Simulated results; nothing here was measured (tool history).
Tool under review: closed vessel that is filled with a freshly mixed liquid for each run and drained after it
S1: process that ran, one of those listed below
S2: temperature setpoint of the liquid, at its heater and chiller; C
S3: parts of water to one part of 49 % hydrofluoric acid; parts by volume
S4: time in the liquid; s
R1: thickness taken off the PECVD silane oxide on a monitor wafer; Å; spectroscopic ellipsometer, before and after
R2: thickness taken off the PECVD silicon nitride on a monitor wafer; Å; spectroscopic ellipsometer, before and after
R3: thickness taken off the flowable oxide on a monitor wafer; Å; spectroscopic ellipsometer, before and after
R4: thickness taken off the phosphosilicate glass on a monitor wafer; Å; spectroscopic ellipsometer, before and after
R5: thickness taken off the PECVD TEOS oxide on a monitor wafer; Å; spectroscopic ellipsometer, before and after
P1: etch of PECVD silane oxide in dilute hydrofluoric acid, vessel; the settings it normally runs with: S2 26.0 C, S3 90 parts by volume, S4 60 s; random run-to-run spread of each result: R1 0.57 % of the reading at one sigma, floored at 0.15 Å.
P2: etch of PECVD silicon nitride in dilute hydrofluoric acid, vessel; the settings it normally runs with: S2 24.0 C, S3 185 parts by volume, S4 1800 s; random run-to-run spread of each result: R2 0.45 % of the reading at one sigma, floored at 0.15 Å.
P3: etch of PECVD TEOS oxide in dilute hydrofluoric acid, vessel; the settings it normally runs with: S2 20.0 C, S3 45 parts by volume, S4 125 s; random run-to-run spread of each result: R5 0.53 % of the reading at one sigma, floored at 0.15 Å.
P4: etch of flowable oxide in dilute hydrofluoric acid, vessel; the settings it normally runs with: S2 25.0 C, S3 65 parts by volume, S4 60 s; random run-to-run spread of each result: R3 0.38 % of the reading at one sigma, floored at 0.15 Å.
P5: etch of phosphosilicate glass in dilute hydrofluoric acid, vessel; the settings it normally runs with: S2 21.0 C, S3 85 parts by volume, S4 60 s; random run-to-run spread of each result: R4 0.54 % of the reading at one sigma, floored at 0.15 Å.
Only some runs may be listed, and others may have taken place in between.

run	hour	S1	S2	S3	S4	R1	R2	R3	R4	R5
1	12.8	P1	26.0	90	60	153.810				
2	18.7	P2	24.0	120	1800		399.83			
3	27.5	P1	26.0	90	60	154.430				
4	33.5	P1	26.0	90	95	242.780				
5	41.7	P1	26.0	90	60	155.100				
6	49.8	P1	26.0	150	30	43.231				
7	62.7	P1	26.0	20	60	770.770				
8	72.0	P1	26.0	90	30	77.635				
9	81.5	P4	25.0	65	60			200.39		
10	90.2	P5	21.0	85	60				937.06	
11	102.2	P4	25.0	105	60			118.98		
12	112.7	P3	20.0	45	190					474.66
13	119.5	P3	17.0	45	125					271.58
14	129.6	P5	21.0	45	60				1848.00	
15	138.3	P4	21.0	65	60			170.26		
16	145.3	P3	20.0	45	125					312.60
17	155.5	P4	25.0	65	30			100.83		
18	165.5	P1	26.0	140	60	93.817				
19	173.8	P5	17.0	85	60				792.58	
20	181.4	P1	34.0	90	60	208.310				
21	188.7	P2	24.0	185	2800		403.55			
22	200.4	P1	18.5	90	60	113.590				
23	209.1	P1	26.0	90	60	154.210				
24	215.5	P1	32.0	90	30	96.473				
25	221.3	P3	20.0	20	125					724.74
# hour 225.7: thermometer replaced
26	231.2	P2	24.0	185	1800		256.59			
27	244.1	P1	26.0	90	60	153.950				
28	251.1	P1	26.0	90	60	154.720				
29	258.6	P2	19.0	185	1800		186.85			
30	268.2	P1	26.0	90	60	155.610				
31	276.8	P4	25.0	65	60			200.22		
32	283.7	P5	21.0	85	60				935.75	
33	295.1	P5	21.0	85	30				468.58	
34	307.6	P1	26.0	90	60	154.420				
35	319.3	P1	26.0	90	60	149.760				
36	326.3	P1	26.0	90	60	147.420				
37	332.4	P1	26.0	90	60	149.020				
38	341.6	P1	26.0	90	60	146.560				
39	353.8	P1	26.0	90	60	145.250				
40	362.2	P1	26.0	90	60	145.860				
41	374.5	P1	26.0	90	60	145.030				
42	381.6	P1	26.0	90	60	143.770				
43	390.8	P1	26.0	90	60	143.690				
44	400.3	P1	26.0	90	60	145.820				

Compared with where it was, what P1 gives has crept away. Each cause listed below fits the log as well as the rest, at the size given for it:
A: hydrofluoric acid flow below the setpoint (%) = 5.84
B: liquid colder than its thermometer reads (K) = 1.71
Onset of the creep was near hour 307.6.

Question marks stand in for the results of the 4 check runs listed below, each run on one wafer. Under which run would the listed causes show clearly different results?
check 1	409.8	P2	24.0	185	1800		?			
check 2	409.8	P3	20.0	45	125					?
check 3	409.8	P4	25.0	65	60			?		
check 4	409.8	P5	21.0	85	60				?	

If the cause were each of the candidates in turn, the checks would give the following:
check	result	if A	if B
check 1	R2	243.95	232.04
check 2	R5	293.06	290.19
check 3	R3	188.74	187.99
check 4	R4	876.85	872.87
Minimum pairwise separation of causes per check, each pair taken at its best-separating result: check 1 5.01 %; check 2 0.99 %; check 3 0.4 %; check 4 0.45 %
Check 1 tells the causes apart: in the others they would give nearly the same result.

Running check 1 produced the following: R2 242.85 Å. Which one of the listed causes fits?

It was cause A: hydrofluoric acid flow below the setpoint (%).
